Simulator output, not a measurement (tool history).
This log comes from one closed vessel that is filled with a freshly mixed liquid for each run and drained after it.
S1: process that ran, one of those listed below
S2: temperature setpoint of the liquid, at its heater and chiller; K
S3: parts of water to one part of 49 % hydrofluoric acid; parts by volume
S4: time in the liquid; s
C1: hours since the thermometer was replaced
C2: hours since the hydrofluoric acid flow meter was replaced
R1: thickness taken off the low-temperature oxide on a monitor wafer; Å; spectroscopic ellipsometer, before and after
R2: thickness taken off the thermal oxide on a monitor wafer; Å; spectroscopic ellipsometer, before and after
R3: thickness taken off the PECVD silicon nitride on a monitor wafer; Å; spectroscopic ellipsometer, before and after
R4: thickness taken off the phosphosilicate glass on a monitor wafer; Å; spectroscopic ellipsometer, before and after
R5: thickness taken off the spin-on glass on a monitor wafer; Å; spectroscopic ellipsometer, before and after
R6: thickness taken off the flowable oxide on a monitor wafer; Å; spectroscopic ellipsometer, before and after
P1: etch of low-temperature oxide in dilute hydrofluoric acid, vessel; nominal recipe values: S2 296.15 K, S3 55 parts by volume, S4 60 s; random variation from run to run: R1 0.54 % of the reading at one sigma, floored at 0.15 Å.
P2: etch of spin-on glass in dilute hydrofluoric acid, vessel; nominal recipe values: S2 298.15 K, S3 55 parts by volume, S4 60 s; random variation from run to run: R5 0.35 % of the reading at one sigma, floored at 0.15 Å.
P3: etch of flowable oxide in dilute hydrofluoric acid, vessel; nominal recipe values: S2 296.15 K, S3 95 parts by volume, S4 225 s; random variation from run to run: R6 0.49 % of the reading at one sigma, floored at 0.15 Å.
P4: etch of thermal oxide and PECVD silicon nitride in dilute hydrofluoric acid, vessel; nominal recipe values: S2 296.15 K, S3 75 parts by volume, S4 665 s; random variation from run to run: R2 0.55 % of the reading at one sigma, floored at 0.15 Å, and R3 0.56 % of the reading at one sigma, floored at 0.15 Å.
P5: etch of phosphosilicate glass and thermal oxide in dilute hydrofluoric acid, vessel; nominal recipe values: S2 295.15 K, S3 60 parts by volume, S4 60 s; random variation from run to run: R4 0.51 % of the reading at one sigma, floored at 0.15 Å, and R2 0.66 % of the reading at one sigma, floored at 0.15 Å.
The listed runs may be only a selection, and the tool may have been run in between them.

run,day,S1,S2,S3,S4,C1,C2,R1,R2,R3,R4,R5,R6
1,0.217,P1,296.15,55,60,496.0,195.6,270.010,,,,,
2,0.433,P4,296.15,120,665,501.2,200.8,,254.010,115.500,,,
3,0.779,P5,295.15,60,95,509.5,209.1,,71.445,,1650.40,,
4,1.033,P1,296.15,55,60,515.6,215.2,269.380,,,,,
5,1.254,P2,298.15,55,30,520.9,220.5,,,,,216.73,
6,1.633,P5,295.15,60,60,530.0,229.6,,45.612,,1040.00,,
7,1.929,P2,298.15,55,60,537.1,236.7,,,,,432.06,
8,2.325,P4,296.15,75,150,546.6,246.2,,96.038,41.182,,,
9,2.608,P1,296.15,80,60,553.4,253.0,178.530,,,,,
10,3.012,P2,292.15,55,60,563.1,262.7,,,,,337.32,
11,3.417,P3,296.15,95,225,572.8,272.4,,,,,,562.150
12,3.692,P1,296.15,95,30,579.4,279.0,73.739,,,,,
13,4.154,P1,290.15,55,60,590.5,290.1,210.030,,,,,
14,4.438,P1,296.15,55,60,597.3,296.9,266.440,,,,,
15,4.862,P1,296.15,55,30,607.5,307.1,132.910,,,,,
16,5.138,P5,295.15,100,60,614.1,313.7,,25.594,,590.84,,
# day 5.358: hydrofluoric acid flow meter replaced
17,5.450,P4,291.15,75,665,621.6,2.3,,350.640,129.300,,,
18,5.671,P1,296.15,55,60,626.9,7.6,270.850,,,,,
19,6.079,P3,296.15,20,225,636.7,17.4,,,,,,2975.900
20,6.325,P3,296.15,95,30,642.6,23.3,,,,,,74.625
21,6.683,P5,295.15,60,60,651.2,31.9,,45.136,,1030.60,,
22,7.071,P5,290.15,60,60,660.5,41.2,,36.531,,843.43,,
23,7.296,P1,301.65,55,60,665.9,46.6,336.550,,,,,
24,7.654,P3,296.15,95,225,674.5,55.2,,,,,,561.840
25,7.938,P1,296.15,55,60,681.3,62.0,267.180,,,,,
26,8.233,P1,296.15,55,60,688.4,69.1,268.130,,,,,
27,8.450,P3,300.15,95,225,693.6,74.3,,,,,,666.600
28,8.817,P1,296.15,55,110,702.4,83.1,492.410,,,,,
29,9.096,P1,296.15,20,60,709.1,89.8,771.650,,,,,
30,9.350,P2,298.15,95,60,715.2,95.9,,,,,237.39,
31,9.688,P4,296.15,75,665,723.3,104.0,,431.100,181.080,,,
32,9.950,P1,296.15,55,60,729.6,110.3,266.630,,,,,
33,10.254,P2,298.15,55,60,736.9,117.6,,,,,432.61,
34,10.625,P1,296.15,55,60,745.8,126.5,268.890,,,,,
35,10.958,P1,296.15,55,60,753.8,134.5,256.450,,,,,
36,11.196,P1,296.15,55,60,759.5,140.2,253.720,,,,,
37,11.621,P1,296.15,55,60,769.7,150.4,250.730,,,,,
38,11.842,P1,296.15,55,60,775.0,155.7,249.550,,,,,
39,12.108,P1,296.15,55,60,781.4,162.1,250.320,,,,,
40,12.479,P1,296.15,55,60,790.3,171.0,244.910,,,,,
41,12.704,P1,296.15,55,60,795.7,176.4,247.250,,,,,
42,13.075,P1,296.15,55,60,804.6,185.3,246.240,,,,,
43,13.488,P1,296.15,55,60,814.5,195.2,244.260,,,,,
44,13.738,P1,296.15,55,60,820.5,201.2,243.180,,,,,

Compared with where it was, what P1 gives has crept away. Each cause listed below fits the log as well as the rest, at the size given for it:
A: hydrofluoric acid flow below the setpoint (%) = 8.19
B: liquid colder than its thermometer reads (K) = 2.2
The drift started at roughly day 10.625.

Consider the 4 single-wafer check runs listed below, results given as question marks: which one distinguishes between the causes by giving clearly different results for each?
check 1,13.988,P5,295.15,60,60,,,,?,,?,,
check 2,13.988,P4,296.15,75,665,,,,?,?,,,
check 3,13.988,P2,298.15,55,60,,,,,,,?,
check 4,13.988,P3,296.15,95,225,,,,,,,,?

Check results expected under each cause:
check,result,if A,if B
check 1,R2,41.368,41.365
check 1,R4,944.39,944.32
check 2,R2,392.610,393.930
check 2,R3,167.820,157.240
check 3,R5,394.20,394.93
check 4,R6,513.860,517.170
How far apart the two closest causes lie, in the result that separates them most: check 1 0.01 %; check 2 6.51 %; check 3 0.19 %; check 4 0.64 %
Of the check runs offered, only check 2 discriminates between the causes; the rest would read about the same regardless of which cause applies.

With check 2 done, the readings were: R2 393.340 Å; R3 155.680 Å. Identify which of the listed causes applies.

It is B: liquid colder than its thermometer reads (K).
